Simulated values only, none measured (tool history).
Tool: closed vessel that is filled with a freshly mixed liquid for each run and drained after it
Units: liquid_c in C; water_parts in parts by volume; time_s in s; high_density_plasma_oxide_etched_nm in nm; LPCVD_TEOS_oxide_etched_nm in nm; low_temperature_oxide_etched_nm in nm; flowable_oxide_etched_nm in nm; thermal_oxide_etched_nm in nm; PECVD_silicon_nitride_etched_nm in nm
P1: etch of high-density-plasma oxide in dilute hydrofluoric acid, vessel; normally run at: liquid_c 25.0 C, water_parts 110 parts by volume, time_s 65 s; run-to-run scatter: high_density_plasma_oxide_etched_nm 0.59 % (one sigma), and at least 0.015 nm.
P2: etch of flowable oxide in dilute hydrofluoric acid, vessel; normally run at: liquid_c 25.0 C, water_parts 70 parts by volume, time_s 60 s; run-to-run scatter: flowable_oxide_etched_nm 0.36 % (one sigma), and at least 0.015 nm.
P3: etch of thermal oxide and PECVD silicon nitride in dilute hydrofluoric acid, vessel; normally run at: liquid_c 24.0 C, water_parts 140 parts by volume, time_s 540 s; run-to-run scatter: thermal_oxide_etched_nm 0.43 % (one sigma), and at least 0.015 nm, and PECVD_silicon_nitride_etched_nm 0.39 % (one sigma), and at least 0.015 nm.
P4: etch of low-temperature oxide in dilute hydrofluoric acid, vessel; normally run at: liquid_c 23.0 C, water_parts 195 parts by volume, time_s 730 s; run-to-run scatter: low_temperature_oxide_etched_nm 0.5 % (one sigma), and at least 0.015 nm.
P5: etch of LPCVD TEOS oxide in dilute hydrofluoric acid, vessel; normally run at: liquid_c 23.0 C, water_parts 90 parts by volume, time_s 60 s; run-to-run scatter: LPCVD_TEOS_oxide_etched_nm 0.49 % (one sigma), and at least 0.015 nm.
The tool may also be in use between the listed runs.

run   hour  process  liquid_c  water_parts  time_s  hours since the thermometer was replaced  hours since the hydrofluoric acid flow meter was replaced  high_density_plasma_oxide_etched_nm  LPCVD_TEOS_oxide_etched_nm  low_temperature_oxide_etched_nm  flowable_oxide_etched_nm  thermal_oxide_etched_nm  PECVD_silicon_nitride_etched_nm
  1    8.4       P1      25.0          110      65                                     892.3                                                     1490.0                               5.0987
  2   22.3       P5      23.0           90      60                                     906.2                                                     1503.9                                                          10.5590
  3   30.6       P1      25.0          110      30                                     914.5                                                     1512.2                               2.3487
  4   37.7       P1      25.0          155     120                                     921.6                                                     1519.3                               6.3501
  5   50.6       P4      23.0          195     730                                     934.5                                                     1532.2                                                                                            51.644
  6   60.3       P5      23.0          130      60                                     944.2                                                     1541.9                                                           6.9913
  7   68.8       P1      25.0          110      65                                     952.7                                                     1550.4                               5.0604
  8   81.5       P2      25.0           70     120                                     965.4                                                     1563.1                                                                                                                      75.917
  9   96.5       P3      24.0          250     540                                     980.4                                                     1578.1                                                                                                                                              8.18510                          3.98400
 10  109.1       P1      25.0          110      65                                     993.0                                                     1590.7                               5.1112
 11  121.9       P1      25.0          110     110                                    1005.8                                                     1603.5                               8.5695
 12  131.4       P4      23.0          195    1160                                    1015.3                                                     1613.0                                                                                            82.463
 13  145.1       P3      24.0          140      30                                    1029.0                                                     1626.7                                                                                                                                              0.90852                          0.39471
 14  154.4       P4      27.0          195     730                                    1038.3                                                     1636.0                                                                                            60.242
 15  168.2       P1      29.0          110      65                                    1052.1                                                     1649.8                               5.9132
 16  176.5       P1      25.0          110      65                                    1060.4                                                     1658.1                               5.0646
 17  183.2       P5      23.0           90      30                                    1067.1                                                     1664.8                                                           5.2882
 18  189.9       P4      23.0           75     730                                    1073.8                                                     1671.5                                                                                           154.060
 19  198.2       P1      25.0          150      65                                    1082.1                                                     1679.8                               3.5973
 20  207.8       P1      25.0          110      65                                    1091.7                                                     1689.4                               5.1029
 21  221.1       P3      24.0          140     540                                    1105.0                                                     1702.7                                                                                                                                             16.46900                          7.08700
 22  235.6       P5      17.0           90      60                                    1119.5                                                     1717.2                                                           8.2067
 23  243.6       P1      19.5          110      65                                    1127.5                                                     1725.2                               4.1258
 24  251.6       P1      25.0           50      65                                    1135.5                                                     1733.2                              12.0910
 25  261.7       P3      24.0          140     540                                    1145.6                                                     1743.3                                                                                                                                             16.50500                          7.04750
 26  276.9       P2      25.0          105      60                                    1160.8                                                     1758.5                                                                                                                      24.332
 27  289.6       P4      23.0          195     730                                    1173.5                                                     1771.2                                                                                            51.806
 28  299.9       P1      25.0          110      65                                    1183.8                                                     1781.5                               5.0682
 29  311.6       P2      25.0           70      60                                    1195.5                                                     1793.2                                                                                                                      37.881
 30  324.0       P3      17.0          140     540                                    1207.9                                                     1805.6                                                                                                                                             12.47000                          4.44260
 31  335.6       P2      17.0           70      60                                    1219.5                                                     1817.2                                                                                                                      27.035
 32  345.4       P1      25.0          110      65                                    1229.3                                                     1827.0                               5.0642
 33  360.7       P1      25.0          110      65                                    1244.6                                                     1842.3                               5.1242
 34  373.6       P1      25.0          110      65                                    1257.5                                                     1855.2                               4.9983
 35  385.4       P1      25.0          110      65                                    1269.3                                                     1867.0                               4.9544
 36  393.3       P1      25.0          110      65                                    1277.2                                                     1874.9                               4.8835
 37  402.8       P1      25.0          110      65                                    1286.7                                                     1884.4                               4.8474
 38  415.4       P1      25.0          110      65                                    1299.3                                                     1897.0                               4.8790
 39  422.8       P1      25.0          110      65                                    1306.7                                                     1904.4                               4.8525
 40  435.3       P1      25.0          110      65                                    1319.2                                                     1916.9                               4.8354
 41  445.9       P1      25.0          110      65                                    1329.8                                                     1927.5                               4.8362
 42  459.2       P1      25.0          110      65                                    1343.1                                                     1940.8                               4.8490
 43  474.2       P1      25.0          110      65                                    1358.1                                                     1955.8                               4.8309
 44  487.2       P1      25.0          110      65                                    1371.1                                                     1968.8                               4.8011

What P1 gives has crept away from where it was. These 2 causes fit the log equally well, each at the size given:
A: hydrofluoric acid flow below the setpoint (%) = 4.9
B: liquid colder than its thermometer reads (K) = 1.46
The creep began at about hour 360.7.

4 check runs are offered, each on 3 wafers whose results are averaged, their results left as question marks. Which one tells the causes apart?
check 1  500.2       P4      23.0          125    1000                                                                                                                                                                                                      ?
check 2  500.2       P2      25.0          100     100                                                                                                                                                                                                                                ?
check 3  500.2       P5      17.5           90      30                                                                                                                                                                     ?
check 4  500.2       P3      24.0          235     210                                                                                                                                                                                                                                                         ?                                ?

What each check would give under each cause:
  check                           result     if A     if B
check 1  low_temperature_oxide_etched_nm  112.620  112.610
check 2         flowable_oxide_etched_nm   40.210   40.169
check 3       LPCVD_TEOS_oxide_etched_nm   3.9822   3.9550
check 4          thermal_oxide_etched_nm  3.23920  3.27020
check 4  PECVD_silicon_nitride_etched_nm  1.56620  1.50180
How far apart the two closest causes lie, in the result that separates them most: check 1 0.01 %; check 2 0.1 %; check 3 0.69 %; check 4 4.2 %
Check 4 tells the causes apart: in the others they would give nearly the same result.

Check 4 was then run and gave: thermal_oxide_etched_nm 3.27560 nm; PECVD_silicon_nitride_etched_nm 1.49570 nm. Which cause is it?

It is B: liquid colder than its thermometer reads (K).
